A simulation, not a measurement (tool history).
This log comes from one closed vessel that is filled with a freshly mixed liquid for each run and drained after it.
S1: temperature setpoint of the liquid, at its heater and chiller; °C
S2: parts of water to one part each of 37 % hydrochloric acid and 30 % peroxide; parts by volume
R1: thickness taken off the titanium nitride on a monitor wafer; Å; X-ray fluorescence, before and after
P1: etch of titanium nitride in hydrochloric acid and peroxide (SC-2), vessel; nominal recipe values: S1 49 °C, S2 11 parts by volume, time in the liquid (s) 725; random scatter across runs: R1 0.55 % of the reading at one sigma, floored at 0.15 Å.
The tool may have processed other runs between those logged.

run 1 hour=8.9 | S1=49 S2=11 time_in_the_liquid_(s)=725 | R1=111.000
run 2 hour=18.7 | S1=49 S2=11 time_in_the_liquid_(s)=725 | R1=110.510
run 3 hour=27.5 | S1=49 S2=11 time_in_the_liquid_(s)=235 | R1=36.084
run 4 hour=35.3 | S1=49 S2=11 time_in_the_liquid_(s)=725 | R1=111.400
run 5 hour=42.9 | S1=49 S2=20 time_in_the_liquid_(s)=725 | R1=65.287
run 6 hour=52.7 | S1=49 S2=11 time_in_the_liquid_(s)=725 | R1=110.780
run 7 hour=58.9 | S1=60 S2=11 time_in_the_liquid_(s)=725 | R1=225.740
-- hour=62.0 thermometer replaced
run 8 hour=66.0 | S1=49 S2=11 time_in_the_liquid_(s)=1420 | R1=219.670
run 9 hour=72.5 | S1=49 S2=4 time_in_the_liquid_(s)=725 | R1=241.350
run 10 hour=81.6 | S1=49 S2=11 time_in_the_liquid_(s)=725 | R1=111.230
run 11 hour=90.6 | S1=35 S2=11 time_in_the_liquid_(s)=725 | R1=41.982
run 12 hour=95.2 | S1=49 S2=11 time_in_the_liquid_(s)=725 | R1=111.040

Expected results for the next run?
run 13 hour=104.1 | S1=49 S2=11 time_in_the_liquid_(s)=725 | R1=?

R1: 110.950 Å

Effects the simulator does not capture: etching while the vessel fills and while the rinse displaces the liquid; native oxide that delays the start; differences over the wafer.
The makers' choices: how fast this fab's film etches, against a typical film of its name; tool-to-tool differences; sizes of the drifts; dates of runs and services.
